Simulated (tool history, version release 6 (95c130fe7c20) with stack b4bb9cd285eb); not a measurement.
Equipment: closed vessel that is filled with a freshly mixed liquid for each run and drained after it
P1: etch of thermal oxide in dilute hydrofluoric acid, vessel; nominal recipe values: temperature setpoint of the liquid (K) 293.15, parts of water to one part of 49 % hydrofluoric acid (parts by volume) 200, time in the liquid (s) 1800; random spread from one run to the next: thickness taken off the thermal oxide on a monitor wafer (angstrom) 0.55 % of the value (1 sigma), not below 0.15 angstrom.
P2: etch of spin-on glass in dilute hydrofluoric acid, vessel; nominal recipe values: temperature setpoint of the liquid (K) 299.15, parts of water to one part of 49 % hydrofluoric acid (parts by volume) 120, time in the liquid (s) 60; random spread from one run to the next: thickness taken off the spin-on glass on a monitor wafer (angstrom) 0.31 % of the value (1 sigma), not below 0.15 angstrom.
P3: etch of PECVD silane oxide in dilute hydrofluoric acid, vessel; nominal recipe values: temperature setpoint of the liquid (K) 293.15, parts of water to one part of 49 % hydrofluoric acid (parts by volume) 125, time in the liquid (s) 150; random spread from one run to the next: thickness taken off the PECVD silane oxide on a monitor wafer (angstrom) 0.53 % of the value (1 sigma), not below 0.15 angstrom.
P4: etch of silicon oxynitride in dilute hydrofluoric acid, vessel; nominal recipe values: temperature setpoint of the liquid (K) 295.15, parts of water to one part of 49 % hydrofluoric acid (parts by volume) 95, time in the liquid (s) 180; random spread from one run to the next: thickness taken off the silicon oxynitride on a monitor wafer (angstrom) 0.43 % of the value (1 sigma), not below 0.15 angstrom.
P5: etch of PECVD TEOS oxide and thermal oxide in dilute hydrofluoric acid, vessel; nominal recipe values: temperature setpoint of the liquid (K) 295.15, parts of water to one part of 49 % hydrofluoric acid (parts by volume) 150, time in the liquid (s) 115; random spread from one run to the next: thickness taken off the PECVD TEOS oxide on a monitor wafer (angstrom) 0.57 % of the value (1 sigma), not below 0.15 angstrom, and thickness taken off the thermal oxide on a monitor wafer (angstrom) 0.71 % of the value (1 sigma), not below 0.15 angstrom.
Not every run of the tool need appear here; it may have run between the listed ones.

run,hour,process that ran,temperature setpoint of the liquid (K),parts of water to one part of 49 % hydrofluoric acid (parts by volume),time in the liquid (s),hours since the thermometer was replaced,hours since the hydrofluoric acid flow meter was replaced,thickness taken off the thermal oxide on a monitor wafer (angstrom),thickness taken off the silicon oxynitride on a monitor wafer (angstrom),thickness taken off the PECVD silane oxide on a monitor wafer (angstrom),thickness taken off the spin-on glass on a monitor wafer (angstrom),thickness taken off the PECVD TEOS oxide on a monitor wafer (angstrom)
1,3,P1,293.15,200,1800,457.3,1445.8,343.61,,,,
2,8,P1,293.15,200,1800,462.3,1450.8,345.23,,,,
3,13.3,P4,290.15,95,180,467.6,1456.1,,46.745,,,
4,18.5,P1,293.15,200,245,472.8,1461.3,46.635,,,,
5,24.4,P1,293.15,200,3140,478.7,1467.2,596.13,,,,
6,28.5,P3,293.15,220,150,482.8,1471.3,,,256.8,,
7,34.9,P1,293.15,125,1800,489.2,1477.7,594.32,,,,
8,40.4,P2,306.15,120,60,494.7,1483.2,,,,482.13,
9,44.5,P3,293.15,125,30,498.8,1487.3,,,99.133,,
10,50,P2,299.15,120,60,504.3,1492.8,,,,372.53,
11,54.9,P5,290.15,150,115,509.2,1497.7,24.938,,,,62.699
12,59.7,P5,295.15,150,115,514,1502.5,29.87,,,,77.18
13,62.5,P1,293.15,200,1800,516.8,1505.3,339.91,,,,
14,67.4,P5,295.15,150,115,521.7,1510.2,30.497,,,,76.81
# hour 70.3: hydrofluoric acid flow meter replaced
15,71,P5,295.15,225,115,525.3,0.8,18.711,,,,46.69
16,74.6,P4,295.15,95,180,528.9,4.4,,59.752,,,
17,79.2,P2,299.15,120,105,533.5,9,,,,651.09,
18,82.4,P1,293.15,200,1800,536.7,12.2,344.81,,,,
19,85.2,P1,293.15,365,1800,539.5,15,160.76,,,,
20,91.1,P1,293.15,200,1800,545.4,20.9,344.43,,,,
21,97.4,P5,295.15,150,30,551.7,27.2,7.875,,,,20.082
22,101.2,P3,293.15,125,150,555.5,31,,,496.49,,
23,106.9,P2,299.15,185,60,561.2,36.7,,,,224.17,
24,113,P1,290.15,200,1800,567.3,42.8,303.24,,,,
25,117.6,P4,295.15,95,30,571.9,47.4,,10.069,,,
26,121.1,P1,290.15,345,1800,575.4,50.9,157.05,,,,
27,124.3,P3,290.15,125,150,578.6,54.1,,,436.78,,
28,130.5,P4,295.15,30,180,584.8,60.3,,199.26,,,
29,133.6,P1,300.15,200,1800,587.9,63.4,445.31,,,,
30,138.5,P1,293.15,200,1800,592.8,68.3,342.13,,,,
31,141.9,P1,293.15,200,1800,596.2,71.7,350.53,,,,
32,146.1,P1,293.15,200,1800,600.4,75.9,359.72,,,,
33,150.3,P1,293.15,200,1800,604.6,80.1,364.88,,,,
34,154.7,P1,293.15,200,1800,609,84.5,371.15,,,,

For run 35, what comes out?
35,158.7,P1,293.15,200,1800,613,88.5,?,,,,

Run 35 measured thickness taken off the thermal oxide on a monitor wafer (angstrom) 370.21.
